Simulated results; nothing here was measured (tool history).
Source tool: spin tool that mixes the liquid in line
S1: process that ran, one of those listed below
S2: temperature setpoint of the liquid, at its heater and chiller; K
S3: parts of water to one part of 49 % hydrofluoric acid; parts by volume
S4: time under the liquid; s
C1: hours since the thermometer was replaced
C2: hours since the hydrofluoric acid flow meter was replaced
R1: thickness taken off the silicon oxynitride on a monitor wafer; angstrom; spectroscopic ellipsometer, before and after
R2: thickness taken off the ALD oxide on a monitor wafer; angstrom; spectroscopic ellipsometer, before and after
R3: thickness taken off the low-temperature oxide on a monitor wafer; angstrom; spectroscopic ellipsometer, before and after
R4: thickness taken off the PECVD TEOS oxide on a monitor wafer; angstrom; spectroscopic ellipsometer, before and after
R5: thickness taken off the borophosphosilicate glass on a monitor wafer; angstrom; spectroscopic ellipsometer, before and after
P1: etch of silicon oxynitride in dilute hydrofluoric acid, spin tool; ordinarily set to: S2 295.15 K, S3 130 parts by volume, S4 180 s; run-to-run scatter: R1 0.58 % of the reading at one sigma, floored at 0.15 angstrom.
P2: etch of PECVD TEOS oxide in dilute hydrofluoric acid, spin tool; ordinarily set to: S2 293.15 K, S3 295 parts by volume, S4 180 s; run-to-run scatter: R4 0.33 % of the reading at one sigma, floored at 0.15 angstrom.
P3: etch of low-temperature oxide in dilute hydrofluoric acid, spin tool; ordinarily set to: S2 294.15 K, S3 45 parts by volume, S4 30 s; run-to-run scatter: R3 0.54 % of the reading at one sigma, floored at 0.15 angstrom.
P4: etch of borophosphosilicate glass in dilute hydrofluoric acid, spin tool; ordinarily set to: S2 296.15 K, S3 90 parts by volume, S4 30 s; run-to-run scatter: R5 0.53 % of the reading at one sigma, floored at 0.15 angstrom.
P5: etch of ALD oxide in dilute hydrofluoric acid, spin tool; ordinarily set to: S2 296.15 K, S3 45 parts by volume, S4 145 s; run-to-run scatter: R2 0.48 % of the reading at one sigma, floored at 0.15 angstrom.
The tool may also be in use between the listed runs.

| run | hour | S1 | S2 | S3 | S4 | C1 | C2 | R1 | R2 | R3 | R4 | R5 |
|---|---|---|---|---|---|---|---|---|---|---|---|---|
| 1 | 5.3 | P1 | 295.15 | 130 | 180 | 228.9 | 1588.5 | 50.900 |  |  |  |  |
| 2 | 12.0 | P5 | 291.65 | 45 | 145 | 235.6 | 1595.2 |  | 265.300 |  |  |  |
| 3 | 16.6 | P3 | 294.15 | 60 | 30 | 240.2 | 1599.8 |  |  | 148.130 |  |  |
| 4 | 23.3 | P1 | 299.65 | 130 | 180 | 246.9 | 1606.5 | 62.762 |  |  |  |  |
| 5 | 29.6 | P5 | 296.15 | 45 | 145 | 253.2 | 1612.8 |  | 317.940 |  |  |  |
| 6 | 36.4 | P5 | 296.15 | 20 | 145 | 260.0 | 1619.6 |  | 746.170 |  |  |  |
| 7 | 40.9 | P1 | 295.15 | 70 | 180 | 264.5 | 1624.1 | 97.228 |  |  |  |  |
| 8 | 45.1 | P1 | 295.15 | 130 | 180 | 268.7 | 1628.3 | 50.064 |  |  |  |  |
| 9 | 49.6 | P1 | 295.15 | 130 | 180 | 273.2 | 1632.8 | 50.439 |  |  |  |  |
| 10 | 55.8 | P1 | 295.15 | 130 | 180 | 279.4 | 1639.0 | 50.640 |  |  |  |  |
| 11 | 61.4 | P3 | 290.15 | 45 | 30 | 285.0 | 1644.6 |  |  | 168.090 |  |  |
| 12 | 68.5 | P2 | 293.15 | 295 | 330 | 292.1 | 1651.7 |  |  |  | 218.44 |  |
| 13 | 73.5 | P4 | 296.15 | 160 | 30 | 297.1 | 1656.7 |  |  |  |  | 143.84 |
| 14 | 78.9 | P4 | 291.15 | 90 | 30 | 302.5 | 1662.1 |  |  |  |  | 226.93 |
| 15 | 83.1 | P1 | 295.15 | 130 | 315 | 306.7 | 1666.3 | 88.985 |  |  |  |  |
| 16 | 89.9 | P5 | 296.15 | 45 | 45 | 313.5 | 1673.1 |  | 99.235 |  |  |  |
| 17 | 93.5 | P4 | 296.15 | 90 | 45 | 317.1 | 1676.7 |  |  |  |  | 415.00 |
| 18 | 99.6 | P4 | 296.15 | 90 | 30 | 323.2 | 1682.8 |  |  |  |  | 278.75 |
| 19 | 103.3 | P1 | 290.15 | 190 | 180 | 326.9 | 1686.5 | 26.251 |  |  |  |  |
| 20 | 108.7 | P2 | 293.15 | 165 | 180 | 332.3 | 1691.9 |  |  |  | 240.41 |  |
| 21 | 112.8 | P5 | 296.15 | 45 | 145 | 336.4 | 1696.0 |  | 322.750 |  |  |  |
| 22 | 119.6 | P1 | 295.15 | 130 | 75 | 343.2 | 1702.8 | 21.469 |  |  |  |  |
| 23 | 124.0 | P2 | 301.15 | 295 | 180 | 347.6 | 1707.2 |  |  |  | 157.26 |  |
| 24 | 127.5 | P2 | 293.15 | 295 | 180 | 351.1 | 1710.7 |  |  |  | 118.55 |  |
| 25 | 133.2 | P3 | 294.15 | 45 | 15 | 356.8 | 1716.4 |  |  | 99.879 |  |  |
| 26 | 140.0 | P3 | 294.15 | 45 | 30 | 363.6 | 1723.2 |  |  | 199.790 |  |  |
| 27 | 143.1 | P1 | 295.15 | 200 | 180 | 366.7 | 1726.3 | 30.902 |  |  |  |  |
| 28 | 148.1 | P1 | 290.15 | 130 | 180 | 371.7 | 1731.3 | 39.723 |  |  |  |  |
| 29 | 152.7 | P1 | 295.15 | 130 | 180 | 376.3 | 1735.9 | 50.427 |  |  |  |  |
| 30 | 156.1 | P1 | 295.15 | 130 | 180 | 379.7 | 1739.3 | 48.771 |  |  |  |  |
| 31 | 160.5 | P1 | 295.15 | 130 | 180 | 384.1 | 1743.7 | 48.155 |  |  |  |  |
| 32 | 166.5 | P1 | 295.15 | 130 | 180 | 390.1 | 1749.7 | 47.911 |  |  |  |  |
| 33 | 172.0 | P1 | 295.15 | 130 | 180 | 395.6 | 1755.2 | 47.451 |  |  |  |  |
| 34 | 176.7 | P1 | 295.15 | 130 | 180 | 400.3 | 1759.9 | 47.005 |  |  |  |  |
| 35 | 180.0 | P1 | 295.15 | 130 | 180 | 403.6 | 1763.2 | 47.214 |  |  |  |  |
| 36 | 183.8 | P1 | 295.15 | 130 | 180 | 407.4 | 1767.0 | 47.111 |  |  |  |  |

Compared with where it was, what P1 gives has crept away. Each cause listed below fits the log as well as the rest, at the size given for it:
A: liquid colder than its thermometer reads (K) = 1.39
B: hydrofluoric acid flow below the setpoint (%) = 5.81
The drift started at roughly hour 152.7.

Consider the 4 single-wafer check runs listed below, results given as question marks: which one distinguishes between the causes by giving clearly different results for each?
| check 1 | 187.6 | P3 | 294.15 | 60 | 30 |  |  |  |  | ? |  |  |
| check 2 | 187.6 | P4 | 292.65 | 90 | 30 |  |  |  |  |  |  | ? |
| check 3 | 187.6 | P2 | 301.15 | 295 | 265 |  |  |  |  |  | ? |  |
| check 4 | 187.6 | P5 | 292.15 | 20 | 145 |  |  |  | ? |  |  |  |

Predicted outcomes, by check and by cause:
| check | result | if A | if B |
|---|---|---|---|
| check 1 | R3 | 138.780 | 137.970 |
| check 2 | R5 | 227.34 | 225.53 |
| check 3 | R4 | 220.63 | 213.57 |
| check 4 | R2 | 591.110 | 591.120 |
Per-check spread between the two closest causes, in the result where they differ most: check 1 0.58 %; check 2 0.8 %; check 3 3.26 %; check 4 0 %
Only check 3 tells the causes apart: in the others they would give nearly the same result.

With check 3 done, the readings were: R4 221.18 angstrom. Identify which of the listed causes applies.

Of the candidate causes, it is A: liquid colder than its thermometer reads (K).
